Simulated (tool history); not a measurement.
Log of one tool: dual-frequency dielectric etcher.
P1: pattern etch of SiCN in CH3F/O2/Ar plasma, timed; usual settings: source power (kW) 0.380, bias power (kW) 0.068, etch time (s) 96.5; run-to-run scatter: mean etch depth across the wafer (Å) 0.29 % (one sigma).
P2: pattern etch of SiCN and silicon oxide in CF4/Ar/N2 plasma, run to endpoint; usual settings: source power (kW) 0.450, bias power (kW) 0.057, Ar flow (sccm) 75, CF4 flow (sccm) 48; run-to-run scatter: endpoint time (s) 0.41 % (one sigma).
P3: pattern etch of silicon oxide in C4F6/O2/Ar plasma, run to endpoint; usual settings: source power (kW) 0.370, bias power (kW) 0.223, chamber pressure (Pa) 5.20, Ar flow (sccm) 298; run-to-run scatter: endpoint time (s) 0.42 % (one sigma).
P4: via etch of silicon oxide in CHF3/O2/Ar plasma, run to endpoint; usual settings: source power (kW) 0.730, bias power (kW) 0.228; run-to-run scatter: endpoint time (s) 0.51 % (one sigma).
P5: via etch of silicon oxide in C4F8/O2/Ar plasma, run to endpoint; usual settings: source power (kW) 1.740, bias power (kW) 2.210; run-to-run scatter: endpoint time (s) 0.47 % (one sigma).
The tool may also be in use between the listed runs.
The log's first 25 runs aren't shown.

run	hour	process that ran	source power (kW)	bias power (kW)	etch time (s)	Ar flow (sccm)	CF4 flow (sccm)	chamber pressure (Pa)	hours since the last wet clean	hours since the last source power generator calibration	hours since the last bias power generator calibration	mean etch depth across the wafer (Å)	endpoint time (s)
26	310.8	P1	0.380	0.088	96.5				496.1	148.9	243.2	381.57	
# hour 311.4: wet clean of the chamber
27	328.3	P5	2.080	2.210					17.0	166.4	260.7		208.120
28	339.9	P1	0.380	0.050	96.5				28.6	178.0	272.3	314.50	
29	350.8	P3	0.370	0.298		298		5.20	39.5	188.9	283.2		11.573
30	363.5	P1	0.380	0.068	121.0				52.2	201.6	295.9	435.87	
31	376.7	P3	0.270	0.223		298		5.20	65.4	214.8	309.1		14.394
32	392.8	P1	0.380	0.068	96.5				81.5	230.9	325.2	348.34	
33	410.4	P2	0.450	0.057		75	48		99.1	248.5	342.8		17.487
34	426.6	P1	0.380	0.068	96.5				115.3	264.7	359.0	350.28	
35	439.7	P1	0.380	0.068	96.5				128.4	277.8	372.1	351.08	
36	451.0	P1	0.380	0.068	96.5				139.7	289.1	383.4	351.24	
37	464.9	P1	0.380	0.068	96.5				153.6	303.0	397.3	352.23	
38	476.3	P1	0.380	0.068	96.5				165.0	314.4	408.7	354.93	
39	488.8	P1	0.380	0.068	96.5				177.5	326.9	421.2	353.91	

Run 40 comes next. What will it give?
40	498.6	P1	0.380	0.068	96.5				187.3	336.7	431.0	?	

Run 40 gave mean etch depth across the wafer (Å) 353.75.

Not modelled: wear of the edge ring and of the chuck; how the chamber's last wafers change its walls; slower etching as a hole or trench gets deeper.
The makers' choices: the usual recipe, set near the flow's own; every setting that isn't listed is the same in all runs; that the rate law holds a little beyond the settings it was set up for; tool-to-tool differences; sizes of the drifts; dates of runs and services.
